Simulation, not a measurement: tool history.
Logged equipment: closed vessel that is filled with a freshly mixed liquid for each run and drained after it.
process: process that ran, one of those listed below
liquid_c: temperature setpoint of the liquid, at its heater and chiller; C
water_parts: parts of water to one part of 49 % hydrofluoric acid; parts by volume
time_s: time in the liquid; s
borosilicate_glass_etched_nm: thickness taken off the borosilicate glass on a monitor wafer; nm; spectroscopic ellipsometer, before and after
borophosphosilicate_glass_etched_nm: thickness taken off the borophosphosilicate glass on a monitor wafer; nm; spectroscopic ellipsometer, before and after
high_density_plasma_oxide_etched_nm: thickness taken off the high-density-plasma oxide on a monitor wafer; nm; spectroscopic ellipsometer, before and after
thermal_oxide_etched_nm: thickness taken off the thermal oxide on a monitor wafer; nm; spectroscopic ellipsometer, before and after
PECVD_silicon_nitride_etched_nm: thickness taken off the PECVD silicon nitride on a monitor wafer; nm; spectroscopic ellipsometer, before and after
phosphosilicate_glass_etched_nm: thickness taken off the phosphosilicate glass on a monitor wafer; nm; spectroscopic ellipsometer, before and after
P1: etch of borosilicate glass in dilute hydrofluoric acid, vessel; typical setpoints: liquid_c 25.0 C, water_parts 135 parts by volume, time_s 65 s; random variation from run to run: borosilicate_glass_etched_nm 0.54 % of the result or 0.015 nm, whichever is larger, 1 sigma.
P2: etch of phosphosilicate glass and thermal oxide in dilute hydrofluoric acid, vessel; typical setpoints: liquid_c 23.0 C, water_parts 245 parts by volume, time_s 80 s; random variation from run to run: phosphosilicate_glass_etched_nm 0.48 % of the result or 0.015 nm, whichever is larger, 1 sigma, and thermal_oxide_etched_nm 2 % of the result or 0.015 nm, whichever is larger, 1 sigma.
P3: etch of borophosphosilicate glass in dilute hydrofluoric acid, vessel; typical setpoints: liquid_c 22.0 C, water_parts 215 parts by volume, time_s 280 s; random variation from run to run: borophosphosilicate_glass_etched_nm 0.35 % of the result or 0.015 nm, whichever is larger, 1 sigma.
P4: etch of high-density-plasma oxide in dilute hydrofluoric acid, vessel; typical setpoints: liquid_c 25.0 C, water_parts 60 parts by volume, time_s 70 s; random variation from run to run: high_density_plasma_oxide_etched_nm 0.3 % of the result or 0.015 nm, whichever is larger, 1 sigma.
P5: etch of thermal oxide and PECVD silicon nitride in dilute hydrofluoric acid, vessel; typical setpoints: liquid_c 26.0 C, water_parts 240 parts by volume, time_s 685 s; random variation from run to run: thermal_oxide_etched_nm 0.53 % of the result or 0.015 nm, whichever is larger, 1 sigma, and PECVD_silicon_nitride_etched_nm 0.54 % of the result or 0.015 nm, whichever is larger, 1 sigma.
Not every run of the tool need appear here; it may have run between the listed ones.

run,hour,process,liquid_c,water_parts,time_s,hours since the thermometer was replaced,hours since the hydrofluoric acid flow meter was replaced,borosilicate_glass_etched_nm,borophosphosilicate_glass_etched_nm,high_density_plasma_oxide_etched_nm,thermal_oxide_etched_nm,PECVD_silicon_nitride_etched_nm,phosphosilicate_glass_etched_nm
1,8.0,P1,25.0,135,65,770.6,712.6,15.8950,,,,,
2,20.4,P1,25.0,135,30,783.0,725.0,7.4202,,,,,
3,30.4,P3,17.0,215,280,793.0,735.0,,29.8510,,,,
4,43.3,P4,25.0,105,70,805.9,747.9,,,3.8744,,,
5,59.6,P3,22.0,215,280,822.2,764.2,,35.6780,,,,
6,76.5,P1,25.0,135,65,839.1,781.1,15.9600,,,,,
7,84.8,P1,25.0,205,65,847.4,789.4,9.7007,,,,,
8,94.3,P5,26.0,395,685,856.9,798.9,,,,6.56850,5.47910,
9,106.3,P5,26.0,240,685,868.9,810.9,,,,12.44900,9.12720,
10,115.3,P1,33.0,135,65,877.9,819.9,21.5340,,,,,
11,126.1,P5,18.5,240,685,888.7,830.7,,,,9.59090,5.66400,
12,136.9,P4,33.5,60,70,899.5,841.5,,,9.9627,,,
13,144.8,P2,17.0,245,80,907.4,849.4,,,,1.01110,,42.294
14,158.6,P2,23.0,440,80,921.2,863.2,,,,0.56529,,24.703
15,174.9,P3,22.0,215,30,937.5,879.5,,3.8782,,,,
16,185.8,P5,26.0,240,685,948.4,890.4,,,,12.42300,8.97130,
17,202.3,P1,25.0,135,100,964.9,906.9,24.3970,,,,,
18,213.9,P2,23.0,245,80,976.5,918.5,,,,1.26970,,52.470
19,226.4,P4,25.0,60,100,989.0,931.0,,,10.2450,,,
20,237.1,P1,20.0,135,65,999.7,941.7,13.0340,,,,,
21,246.4,P5,26.0,240,35,1009.0,951.0,,,,0.62793,0.46564,
22,255.7,P2,23.0,245,160,1018.3,960.3,,,,2.43860,,105.560
23,269.9,P4,25.0,60,70,1032.5,974.5,,,7.1137,,,
24,284.1,P1,21.0,185,65,1046.7,988.7,9.4063,,,,,
25,298.8,P4,25.0,60,70,1061.4,1003.4,,,7.1652,,,
26,308.1,P1,25.0,70,65,1070.7,1012.7,33.4440,,,,,
27,318.6,P2,23.0,245,80,1081.2,1023.2,,,,1.23740,,52.781
28,328.0,P1,25.0,135,65,1090.6,1032.6,16.1590,,,,,
29,342.9,P1,25.0,135,65,1105.5,1047.5,15.9090,,,,,
30,359.0,P3,22.0,45,280,1121.6,1063.6,,208.0300,,,,
31,372.6,P1,25.0,135,65,1135.2,1077.2,15.9810,,,,,
32,389.9,P1,25.0,135,65,1152.5,1094.5,15.5660,,,,,
33,404.6,P1,25.0,135,65,1167.2,1109.2,15.4690,,,,,
34,413.7,P1,25.0,135,65,1176.3,1118.3,15.4040,,,,,
35,428.6,P1,25.0,135,65,1191.2,1133.2,15.3330,,,,,
36,436.2,P1,25.0,135,65,1198.8,1140.8,15.1380,,,,,
37,448.4,P1,25.0,135,65,1211.0,1153.0,15.1760,,,,,
38,458.1,P1,25.0,135,65,1220.7,1162.7,15.2180,,,,,
39,466.6,P1,25.0,135,65,1229.2,1171.2,14.9600,,,,,
40,474.1,P1,25.0,135,65,1236.7,1178.7,15.0250,,,,,
41,486.4,P1,25.0,135,65,1249.0,1191.0,14.8930,,,,,
42,502.7,P1,25.0,135,65,1265.3,1207.3,15.1660,,,,,

What P1 gives has crept off from where it sat before. The 2 causes that follow fit the log equally well, each at the size noted:
A: hydrofluoric acid flow below the setpoint (%) = 4.76
B: liquid colder than its thermometer reads (K) = 1.48
The onset of the drift is placed at about hour 372.6.

Which of the 4 check runs listed below, each an average over 2 wafers with its results shown as question marks, gives clearly different results under the different listed causes?
check 1,519.0,P4,32.5,105,70,,,,,?,,,
check 2,519.0,P5,26.0,240,275,,,,,,?,?,
check 3,519.0,P2,17.0,245,110,,,,,,?,,?
check 4,519.0,P3,17.0,215,30,,,,?,,,,

What every check run would give for each of its results, assuming each possible cause in turn:
check,result,if A,if B
check 1,high_density_plasma_oxide_etched_nm,4.8424,4.8531
check 2,thermal_oxide_etched_nm,4.70260,4.74530
check 2,PECVD_silicon_nitride_etched_nm,3.44290,3.30030
check 3,thermal_oxide_etched_nm,1.26950,1.27110
check 3,phosphosilicate_glass_etched_nm,54.608,54.678
check 4,borophosphosilicate_glass_etched_nm,2.9977,2.9959
Separation of the two closest causes in each check, using whichever result separates them best: check 1 0.22 %; check 2 4.23 %; check 3 0.13 %; check 4 0.06 %
Only in check 2 would the causes give clearly different results; in the remaining checks their results would be nearly the same.

Running check 2 produced the following: thermal_oxide_etched_nm 4.68840 nm; PECVD_silicon_nitride_etched_nm 3.47450 nm. Which one of the listed causes fits?

It is A: hydrofluoric acid flow below the setpoint (%).

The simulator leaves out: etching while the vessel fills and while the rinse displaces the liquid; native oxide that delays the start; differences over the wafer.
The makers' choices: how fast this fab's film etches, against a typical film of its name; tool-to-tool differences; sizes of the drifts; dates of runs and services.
